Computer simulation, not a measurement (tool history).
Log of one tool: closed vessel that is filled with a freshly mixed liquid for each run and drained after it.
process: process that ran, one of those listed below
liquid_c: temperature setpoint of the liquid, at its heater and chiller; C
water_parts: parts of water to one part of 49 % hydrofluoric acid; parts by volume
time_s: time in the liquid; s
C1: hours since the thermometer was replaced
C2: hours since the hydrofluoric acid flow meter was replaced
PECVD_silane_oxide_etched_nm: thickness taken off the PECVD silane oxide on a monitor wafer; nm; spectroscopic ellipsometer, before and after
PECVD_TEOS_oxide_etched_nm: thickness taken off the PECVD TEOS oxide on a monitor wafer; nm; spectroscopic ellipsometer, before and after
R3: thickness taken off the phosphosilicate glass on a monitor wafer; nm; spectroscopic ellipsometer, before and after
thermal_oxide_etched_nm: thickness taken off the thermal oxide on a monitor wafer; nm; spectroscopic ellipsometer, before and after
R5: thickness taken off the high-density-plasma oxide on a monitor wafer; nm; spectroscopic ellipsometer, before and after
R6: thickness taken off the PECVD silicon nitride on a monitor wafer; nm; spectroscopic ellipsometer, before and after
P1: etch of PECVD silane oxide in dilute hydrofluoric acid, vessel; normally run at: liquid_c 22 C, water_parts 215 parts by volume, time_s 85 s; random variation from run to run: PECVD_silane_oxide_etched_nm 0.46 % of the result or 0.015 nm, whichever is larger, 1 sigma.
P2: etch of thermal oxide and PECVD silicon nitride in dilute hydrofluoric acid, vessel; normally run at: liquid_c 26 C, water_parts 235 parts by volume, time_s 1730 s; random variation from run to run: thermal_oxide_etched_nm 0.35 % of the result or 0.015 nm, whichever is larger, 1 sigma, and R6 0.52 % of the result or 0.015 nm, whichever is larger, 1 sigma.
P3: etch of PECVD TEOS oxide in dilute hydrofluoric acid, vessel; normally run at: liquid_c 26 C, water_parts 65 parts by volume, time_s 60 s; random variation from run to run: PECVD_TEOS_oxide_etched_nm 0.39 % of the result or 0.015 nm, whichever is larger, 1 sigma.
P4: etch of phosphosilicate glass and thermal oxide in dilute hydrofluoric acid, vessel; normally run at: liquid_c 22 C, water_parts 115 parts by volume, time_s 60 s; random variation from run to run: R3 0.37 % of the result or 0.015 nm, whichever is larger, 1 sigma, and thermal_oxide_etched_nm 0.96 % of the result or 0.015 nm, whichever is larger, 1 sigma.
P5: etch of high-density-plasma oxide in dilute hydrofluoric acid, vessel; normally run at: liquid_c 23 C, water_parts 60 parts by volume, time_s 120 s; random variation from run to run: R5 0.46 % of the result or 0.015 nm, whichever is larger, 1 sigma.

run 1 hour=12.9 | process=P1 liquid_c=22 water_parts=215 time_s=85 | C1=203.4 C2=352 | PECVD_silane_oxide_etched_nm=6.2639
run 2 hour=22.9 | process=P3 liquid_c=26 water_parts=65 time_s=120 | C1=213.4 C2=362 | PECVD_TEOS_oxide_etched_nm=46.852
run 3 hour=32.8 | process=P3 liquid_c=26 water_parts=65 time_s=60 | C1=223.3 C2=371.9 | PECVD_TEOS_oxide_etched_nm=23.36
run 4 hour=44.7 | process=P4 liquid_c=22 water_parts=115 time_s=60 | C1=235.2 C2=383.8 | R3=59.145 thermal_oxide_etched_nm=2.2227
run 5 hour=52.5 | process=P5 liquid_c=23 water_parts=60 time_s=120 | C1=243 C2=391.6 | R5=10.419
run 6 hour=61.4 | process=P2 liquid_c=33 water_parts=235 time_s=1730 | C1=251.9 C2=400.5 | thermal_oxide_etched_nm=40.445 R6=24.657
run 7 hour=78 | process=P1 liquid_c=22 water_parts=215 time_s=85 | C1=268.5 C2=417.1 | PECVD_silane_oxide_etched_nm=6.3199
run 8 hour=88.5 | process=P5 liquid_c=30.5 water_parts=60 time_s=120 | C1=279 C2=427.6 | R5=14.014
run 9 hour=104.6 | process=P1 liquid_c=22 water_parts=115 time_s=85 | C1=295.1 C2=443.7 | PECVD_silane_oxide_etched_nm=13.082
run 10 hour=112.4 | process=P1 liquid_c=22 water_parts=215 time_s=165 | C1=302.9 C2=451.5 | PECVD_silane_oxide_etched_nm=12.231
run 11 hour=125.9 | process=P5 liquid_c=23 water_parts=85 time_s=120 | C1=316.4 C2=465 | R5=7.0932
run 12 hour=136.2 | process=P4 liquid_c=22 water_parts=190 time_s=60 | C1=326.7 C2=475.3 | R3=33.076 thermal_oxide_etched_nm=1.2333
run 13 hour=151.8 | process=P1 liquid_c=22 water_parts=215 time_s=85 | C1=342.3 C2=490.9 | PECVD_silane_oxide_etched_nm=6.3407
run 14 hour=167.2 | process=P1 liquid_c=22 water_parts=215 time_s=50 | C1=357.7 C2=506.3 | PECVD_silane_oxide_etched_nm=3.6721
run 15 hour=180.3 | process=P1 liquid_c=22 water_parts=215 time_s=85 | C1=370.8 C2=519.4 | PECVD_silane_oxide_etched_nm=6.2728
run 16 hour=194.7 | process=P1 liquid_c=27.5 water_parts=215 time_s=30 | C1=385.2 C2=533.8 | PECVD_silane_oxide_etched_nm=2.6872
run 17 hour=207.1 | process=P2 liquid_c=26 water_parts=235 time_s=330 | C1=397.6 C2=546.2 | thermal_oxide_etched_nm=6.0587 R6=3.0677
run 18 hour=221.1 | process=P4 liquid_c=29.5 water_parts=115 time_s=60 | C1=411.6 C2=560.2 | R3=79.831 thermal_oxide_etched_nm=3.0165
run 19 hour=234.8 | process=P4 liquid_c=22 water_parts=115 time_s=110 | C1=425.3 C2=573.9 | R3=109.39 thermal_oxide_etched_nm=4.0976
run 20 hour=248 | process=P5 liquid_c=23 water_parts=60 time_s=30 | C1=438.5 C2=587.1 | R5=2.6038
run 21 hour=262.8 | process=P2 liquid_c=26 water_parts=235 time_s=1730 | C1=453.3 C2=601.9 | thermal_oxide_etched_nm=31.762 R6=16.353
run 22 hour=276.8 | process=P3 liquid_c=26 water_parts=65 time_s=60 | C1=467.3 C2=615.9 | PECVD_TEOS_oxide_etched_nm=23.262
run 23 hour=286.1 | process=P3 liquid_c=31.5 water_parts=65 time_s=60 | C1=476.6 C2=625.2 | PECVD_TEOS_oxide_etched_nm=29.143
run 24 hour=297.8 | process=P3 liquid_c=26 water_parts=100 time_s=60 | C1=488.3 C2=636.9 | PECVD_TEOS_oxide_etched_nm=14.601
run 25 hour=306 | process=P2 liquid_c=26 water_parts=130 time_s=1730 | C1=496.5 C2=645.1 | thermal_oxide_etched_nm=65.064 R6=29.912
run 26 hour=316.4 | process=P1 liquid_c=22 water_parts=215 time_s=85 | C1=506.9 C2=655.5 | PECVD_silane_oxide_etched_nm=6.2656
run 27 hour=324.7 | process=P1 liquid_c=29.5 water_parts=215 time_s=85 | C1=515.2 C2=663.8 | PECVD_silane_oxide_etched_nm=8.2416
run 28 hour=335.7 | process=P1 liquid_c=17 water_parts=215 time_s=85 | C1=526.2 C2=674.8 | PECVD_silane_oxide_etched_nm=5.1551
run 29 hour=350.8 | process=P1 liquid_c=22 water_parts=380 time_s=85 | C1=541.3 C2=689.9 | PECVD_silane_oxide_etched_nm=3.0488
run 30 hour=364.8 | process=P1 liquid_c=22 water_parts=215 time_s=85 | C1=555.3 C2=703.9 | PECVD_silane_oxide_etched_nm=6.2614
run 31 hour=375.5 | process=P1 liquid_c=22 water_parts=215 time_s=85 | C1=566 C2=714.6 | PECVD_silane_oxide_etched_nm=6.486
run 32 hour=386.5 | process=P1 liquid_c=22 water_parts=215 time_s=85 | C1=577 C2=725.6 | PECVD_silane_oxide_etched_nm=6.5371
run 33 hour=396.6 | process=P1 liquid_c=22 water_parts=215 time_s=85 | C1=587.1 C2=735.7 | PECVD_silane_oxide_etched_nm=6.6243
run 34 hour=408.9 | process=P1 liquid_c=22 water_parts=215 time_s=85 | C1=599.4 C2=748 | PECVD_silane_oxide_etched_nm=6.6765
run 35 hour=425.6 | process=P1 liquid_c=22 water_parts=215 time_s=85 | C1=616.1 C2=764.7 | PECVD_silane_oxide_etched_nm=6.657
run 36 hour=436.4 | process=P1 liquid_c=22 water_parts=215 time_s=85 | C1=626.9 C2=775.5 | PECVD_silane_oxide_etched_nm=6.7718
run 37 hour=446.2 | process=P1 liquid_c=22 water_parts=215 time_s=85 | C1=636.7 C2=785.3 | PECVD_silane_oxide_etched_nm=6.7361
run 38 hour=457.4 | process=P1 liquid_c=22 water_parts=215 time_s=85 | C1=647.9 C2=796.5 | PECVD_silane_oxide_etched_nm=6.8023
run 39 hour=474.2 | process=P1 liquid_c=22 water_parts=215 time_s=85 | C1=664.7 C2=813.3 | PECVD_silane_oxide_etched_nm=6.8261
run 40 hour=483.3 | process=P1 liquid_c=22 water_parts=215 time_s=85 | C1=673.8 C2=822.4 | PECVD_silane_oxide_etched_nm=6.7687

What P1 gives has crept away from where it was. These 2 causes fit the log equally well, each at the size given:
A: liquid hotter than its thermometer reads (K) = 2.17
B: hydrofluoric acid flow above the setpoint (%) = 6.82
The creep began at about hour 364.8.

4 check runs are offered, one wafer each, their results left as question marks. Which one tells the causes apart?
run check 1 hour=492.4 | process=P4 liquid_c=22 water_parts=175 time_s=110 | R3=? thermal_oxide_etched_nm=?
run check 2 hour=492.4 | process=P3 liquid_c=26 water_parts=100 time_s=85 | PECVD_TEOS_oxide_etched_nm=?
run check 3 hour=492.4 | process=P5 liquid_c=30 water_parts=60 time_s=40 | R5=?
run check 4 hour=492.4 | process=P2 liquid_c=33 water_parts=235 time_s=720 | thermal_oxide_etched_nm=? R6=?

What each check would give under each cause:
check=check_1 result=R3 if_A=72.834 if_B=72.508
check=check_1 result=thermal_oxide_etched_nm if_A=2.7305 if_B=2.7183
check=check_2 result=PECVD_TEOS_oxide_etched_nm if_A=22.414 if_B=22.205
check=check_3 result=R5 if_A=4.98 if_B=4.9215
check=check_4 result=thermal_oxide_etched_nm if_A=18.018 if_B=18.295
check=check_4 result=R6 if_A=11.661 if_B=11.044
How far apart the two closest causes lie, in the result that separates them most: check 1 0.45 %; check 2 0.94 %; check 3 1.18 %; check 4 5.44 %
Only check 4 tells the causes apart: in the others they would give nearly the same result.

Then check 4 was run and gave: thermal_oxide_etched_nm 18.089 nm; R6 11.775 nm. Which cause is it?

It is A: liquid hotter than its thermometer reads (K).
